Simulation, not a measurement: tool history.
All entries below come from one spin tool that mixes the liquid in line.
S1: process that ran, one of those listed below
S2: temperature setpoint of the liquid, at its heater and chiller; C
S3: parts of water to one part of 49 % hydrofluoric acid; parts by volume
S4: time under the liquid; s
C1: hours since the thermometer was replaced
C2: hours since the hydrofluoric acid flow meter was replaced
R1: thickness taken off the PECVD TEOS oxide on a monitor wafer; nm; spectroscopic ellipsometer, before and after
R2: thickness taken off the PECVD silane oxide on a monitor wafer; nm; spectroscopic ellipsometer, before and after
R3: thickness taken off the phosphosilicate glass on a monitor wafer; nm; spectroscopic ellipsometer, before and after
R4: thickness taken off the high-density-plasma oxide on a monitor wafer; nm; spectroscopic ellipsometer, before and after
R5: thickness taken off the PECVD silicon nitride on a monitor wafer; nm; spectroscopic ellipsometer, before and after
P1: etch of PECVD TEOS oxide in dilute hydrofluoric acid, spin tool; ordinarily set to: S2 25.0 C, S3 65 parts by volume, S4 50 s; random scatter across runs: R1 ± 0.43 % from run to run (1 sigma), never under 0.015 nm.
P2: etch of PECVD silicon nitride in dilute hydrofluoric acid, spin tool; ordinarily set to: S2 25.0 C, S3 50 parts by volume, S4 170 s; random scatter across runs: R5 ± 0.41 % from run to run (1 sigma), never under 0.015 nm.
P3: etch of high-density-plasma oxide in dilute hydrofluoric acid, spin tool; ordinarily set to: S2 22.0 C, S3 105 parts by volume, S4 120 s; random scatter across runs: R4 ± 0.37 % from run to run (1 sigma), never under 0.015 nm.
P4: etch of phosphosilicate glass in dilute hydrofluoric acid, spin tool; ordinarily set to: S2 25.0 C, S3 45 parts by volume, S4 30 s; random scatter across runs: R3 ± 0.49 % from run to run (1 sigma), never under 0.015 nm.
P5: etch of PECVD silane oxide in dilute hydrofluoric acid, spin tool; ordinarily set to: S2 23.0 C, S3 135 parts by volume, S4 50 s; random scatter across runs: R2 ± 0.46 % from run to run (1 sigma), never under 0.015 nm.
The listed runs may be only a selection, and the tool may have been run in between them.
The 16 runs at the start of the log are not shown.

| run | day | S1 | S2 | S3 | S4 | C1 | C2 | R1 | R2 | R3 | R4 | R5 |
|---|---|---|---|---|---|---|---|---|---|---|---|---|
| 17 | 3.875 | P4 | 25.0 | 75 | 30 | 161.7 | 527.3 |  |  | 26.290 |  |  |
| 18 | 4.117 | P2 | 25.0 | 50 | 170 | 167.5 | 533.1 |  |  |  |  | 14.3090 |
| 19 | 4.442 | P1 | 25.0 | 65 | 50 | 175.3 | 540.9 | 16.2780 |  |  |  |  |
| 20 | 4.692 | P1 | 25.0 | 65 | 50 | 181.3 | 546.9 | 16.2840 |  |  |  |  |
| 21 | 4.917 | P1 | 25.0 | 35 | 50 | 186.7 | 552.3 | 31.1830 |  |  |  |  |
| 22 | 5.229 | P3 | 22.0 | 105 | 120 | 194.2 | 559.8 |  |  |  | 6.92620 |  |
| 23 | 5.562 | P4 | 25.0 | 45 | 30 | 202.2 | 567.8 |  |  | 44.886 |  |  |
| 24 | 5.875 | P3 | 17.0 | 105 | 120 | 209.7 | 575.3 |  |  |  | 5.59840 |  |
| 25 | 6.029 | P3 | 22.0 | 35 | 120 | 213.4 | 579.0 |  |  |  | 22.51200 |  |
| 26 | 6.221 | P3 | 22.0 | 105 | 120 | 218.0 | 583.6 |  |  |  | 6.85690 |  |
| 27 | 6.475 | P5 | 23.0 | 225 | 50 | 224.1 | 589.7 |  | 3.6433 |  |  |  |
| 28 | 6.688 | P5 | 29.0 | 135 | 50 | 229.2 | 594.8 |  | 8.4099 |  |  |  |
| 29 | 6.858 | P1 | 25.0 | 65 | 15 | 233.3 | 598.9 | 4.8631 |  |  |  |  |

Run 30 has not been measured yet. What should we expect?
| 30 | 7.112 | P2 | 20.5 | 50 | 170 | 239.4 | 605.0 |  |  |  |  | ? |

R5: 10.4360 nm
